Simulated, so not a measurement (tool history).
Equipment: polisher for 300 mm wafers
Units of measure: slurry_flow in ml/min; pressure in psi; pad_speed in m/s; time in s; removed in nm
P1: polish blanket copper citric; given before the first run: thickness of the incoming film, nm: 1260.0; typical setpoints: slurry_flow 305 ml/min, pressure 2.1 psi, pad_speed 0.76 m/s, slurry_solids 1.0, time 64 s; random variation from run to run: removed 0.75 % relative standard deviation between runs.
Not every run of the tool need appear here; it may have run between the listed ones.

| run | hour | slurry_flow | pressure | pad_speed | slurry_solids | time | wafers polished on this pad | hours since the slurry nozzle was cleaned | hours since the head pressure was calibrated | hours since the slurry blender was calibrated | removed |
|---|---|---|---|---|---|---|---|---|---|---|---|
| 1 | 2.8 | 305 | 2.1 | 0.76 | 1.0 | 64 | 548 | 334.8 | 168.1 | 198.2 | 80.982 |
| 2 | 7.8 | 305 | 2.1 | 0.76 | 1.0 | 64 | 596 | 339.8 | 173.1 | 203.2 | 82.151 |
| 3 | 12.7 | 380 | 2.1 | 0.76 | 1.0 | 64 | 643 | 344.7 | 178.0 | 208.1 | 83.048 |
| 4 | 16.5 | 305 | 2.1 | 0.76 | 1.5 | 64 | 679 | 348.5 | 181.8 | 211.9 | 89.143 |
| 5 | 22.5 | 305 | 2.1 | 0.38 | 1.0 | 64 | 737 | 354.5 | 187.8 | 217.9 | 43.470 |
| 6 | 26.0 | 305 | 2.1 | 0.76 | 1.0 | 95 | 770 | 358.0 | 191.3 | 221.4 | 120.440 |
| 7 | 29.1 | 185 | 2.1 | 0.76 | 1.0 | 64 | 800 | 361.1 | 194.4 | 224.5 | 77.401 |
| 8 | 33.5 | 305 | 2.1 | 0.76 | 1.0 | 64 | 842 | 365.5 | 198.8 | 228.9 | 82.356 |
| 9 | 37.8 | 305 | 2.1 | 0.76 | 1.0 | 64 | 883 | 369.8 | 203.1 | 233.2 | 82.784 |
| 10 | 43.3 | 305 | 2.8 | 0.76 | 1.0 | 64 | 936 | 375.3 | 208.6 | 238.7 | 108.460 |
| 11 | 47.0 | 305 | 1.0 | 0.76 | 1.0 | 64 | 971 | 379.0 | 212.3 | 242.4 | 40.373 |
| 12 | 50.5 | 305 | 3.0 | 0.76 | 0.8 | 64 | 1005 | 382.5 | 215.8 | 245.9 | 108.160 |
| 13 | 55.3 | 305 | 2.1 | 0.76 | 1.0 | 64 | 1051 | 387.3 | 220.6 | 250.7 | 80.837 |
| 14 | 59.8 | 305 | 2.1 | 0.76 | 1.0 | 42 | 1094 | 391.8 | 225.1 | 255.2 | 53.468 |
| 15 | 63.2 | 305 | 2.1 | 0.76 | 1.0 | 64 | 1126 | 395.2 | 228.5 | 258.6 | 81.742 |
| 16 | 66.8 | 305 | 2.1 | 0.76 | 0.5 | 64 | 1161 | 398.8 | 232.1 | 262.2 | 70.377 |
| 17 | 70.6 | 305 | 2.1 | 1.12 | 1.0 | 64 | 1197 | 402.6 | 235.9 | 266.0 | 119.990 |
| 18 | 75.6 | 305 | 2.1 | 0.76 | 1.0 | 64 | 1245 | 407.6 | 240.9 | 271.0 | 81.244 |
| 19 | 80.2 | 305 | 2.1 | 0.76 | 1.0 | 64 | 1289 | 412.2 | 245.5 | 275.6 | 81.196 |
| 20 | 84.2 | 305 | 2.1 | 0.76 | 1.0 | 64 | 1327 | 416.2 | 249.5 | 279.6 | 79.636 |
| 21 | 88.1 | 305 | 2.1 | 0.76 | 1.0 | 64 | 1365 | 420.1 | 253.4 | 283.5 | 79.374 |
| 22 | 91.4 | 305 | 2.1 | 0.76 | 1.0 | 64 | 1396 | 423.4 | 256.7 | 286.8 | 79.094 |
|  | 93.8 | worn pad replaced by a new one |
|  | 94.7 | slurry blender recalibrated |
| 23 | 96.7 | 305 | 2.1 | 0.76 | 1.0 | 64 | 28 | 428.7 | 262.0 | 2.1 | 77.362 |
| 24 | 100.4 | 305 | 2.1 | 0.76 | 1.0 | 64 | 63 | 432.4 | 265.7 | 5.8 | 78.144 |
| 25 | 106.3 | 305 | 2.1 | 0.76 | 1.0 | 64 | 120 | 438.3 | 271.6 | 11.7 | 77.953 |

Something has made what P1 gives creep away from where it was; the 2 causes below, each at its own stated size, fit the log equally well:
A: head's pressure below its setpoint, % = 5.73
B: slurry flow missing at the pad, % = 39.5
The creep began at about hour 80.2.
Every other cause this tool's parts could produce, and why it does not fit the log:
removal rate lost through wear of the pad, %: maintenance at hour 93.8, after the shift began, did not return the process to its former output
abrasive missing from the slurry, %: maintenance at hour 94.7, after the shift began, did not return the process to its former output

The 4 check runs listed below each average the results of 3 wafers, and their outcomes are marked with question marks. Under which run would the listed causes produce clearly different results?
| check 1 | 112.2 | 305 | 2.1 | 0.92 | 0.55 | 64 |  |  |  |  | ? |
| check 2 | 112.2 | 305 | 1.2 | 1.12 | 1.00 | 64 |  |  |  |  | ? |
| check 3 | 112.2 | 305 | 2.1 | 0.42 | 1.00 | 64 |  |  |  |  | ? |
| check 4 | 112.2 | 185 | 1.5 | 0.76 | 1.00 | 64 |  |  |  |  | ? |

Check results expected under each cause:
| check | result | if A | if B |
|---|---|---|---|
| check 1 | removed | 81.888 | 81.922 |
| check 2 | removed | 65.552 | 65.518 |
| check 3 | removed | 44.261 | 44.171 |
| check 4 | removed | 53.093 | 51.286 |
Gap, in per cent, between the two causes that each check separates least, read from the result that separates them most: check 1 0.04 %; check 2 0.05 %; check 3 0.2 %; check 4 3.46 %
Only in check 4 would the causes give clearly different results; in the remaining checks their results would be nearly the same.

Check 4 was carried out, with these results: removed 51.315 nm. Which of the listed causes is responsible?

The correct cause is B, namely: slurry flow missing at the pad, %.
